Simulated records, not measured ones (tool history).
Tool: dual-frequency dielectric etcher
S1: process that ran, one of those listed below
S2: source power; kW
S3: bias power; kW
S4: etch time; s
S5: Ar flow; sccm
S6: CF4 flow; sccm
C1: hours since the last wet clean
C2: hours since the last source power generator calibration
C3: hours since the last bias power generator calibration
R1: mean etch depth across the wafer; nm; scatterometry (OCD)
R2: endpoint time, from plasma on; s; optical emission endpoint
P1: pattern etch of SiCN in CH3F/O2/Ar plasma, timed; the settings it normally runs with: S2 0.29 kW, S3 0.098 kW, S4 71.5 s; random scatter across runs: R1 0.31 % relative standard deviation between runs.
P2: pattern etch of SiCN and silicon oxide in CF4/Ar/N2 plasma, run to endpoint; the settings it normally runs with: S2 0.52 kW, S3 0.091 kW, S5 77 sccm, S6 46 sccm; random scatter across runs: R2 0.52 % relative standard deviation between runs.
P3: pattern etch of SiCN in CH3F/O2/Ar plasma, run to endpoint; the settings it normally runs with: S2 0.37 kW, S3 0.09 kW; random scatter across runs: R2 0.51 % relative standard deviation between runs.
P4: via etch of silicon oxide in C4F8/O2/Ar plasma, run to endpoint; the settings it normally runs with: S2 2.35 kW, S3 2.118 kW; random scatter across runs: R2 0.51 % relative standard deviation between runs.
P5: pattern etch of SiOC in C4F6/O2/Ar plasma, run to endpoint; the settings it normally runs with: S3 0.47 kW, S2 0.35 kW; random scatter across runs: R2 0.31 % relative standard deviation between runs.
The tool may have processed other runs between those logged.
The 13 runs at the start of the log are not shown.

run,day,S1,S2,S3,S4,S5,S6,C1,C2,C3,R1,R2
14,4.512,P3,0.37,0.117,,,,417.3,560.8,2962,,16.872
15,4.983,P4,2.35,2.118,,,,428.6,572.1,2973.3,,191.83
16,5.3,P2,0.52,0.091,,59,46,436.2,579.7,2980.9,,16.925
17,5.517,P5,0.26,0.47,,,,441.4,584.9,2986.1,,20.679
18,5.775,P3,0.37,0.09,,,,447.6,591.1,2992.3,,18.599
19,6.096,P2,0.52,0.091,,77,33,455.3,598.8,3000,,18.522
20,6.379,P1,0.29,0.098,71.5,,,462.1,605.6,3006.8,26.009,
21,6.696,P3,0.37,0.09,,,,469.7,613.2,3014.4,,18.595
22,7.025,P2,0.52,0.091,,77,46,477.6,621.1,3022.3,,17.735
23,7.375,P1,0.2,0.134,71.5,,,486,629.5,3030.7,25.735,
24,7.692,P2,0.66,0.091,,77,46,493.6,637.1,3038.3,,14.279
25,8.067,P5,0.35,0.337,,,,502.6,646.1,3047.3,,20.805
26,8.288,P4,2.35,1.387,,,,507.9,651.4,3052.6,,215.32
27,8.708,P1,0.29,0.098,94,,,518,661.5,3062.7,34.311,
28,8.95,P2,0.52,0.122,,77,46,523.8,667.3,3068.5,,15.895
29,9.421,P1,0.29,0.078,71.5,,,535.1,678.6,3079.8,24.002,
30,9.783,P4,3.09,2.118,,,,543.8,687.3,3088.5,,171.42
31,10.229,P1,0.29,0.123,71.5,,,554.5,698,3099.2,28.381,
32,10.654,P1,0.29,0.098,71.5,,,564.7,708.2,3109.4,25.949,
33,11.004,P1,0.29,0.098,71.5,,,573.1,716.6,3117.8,25.907,
34,11.358,P1,0.29,0.098,71.5,,,581.6,725.1,3126.3,25.774,

What will run 35 give?
35,11.642,P1,0.29,0.098,71.5,,,588.4,731.9,3133.1,?,

Logged for run 35: R1 25.762 nm.
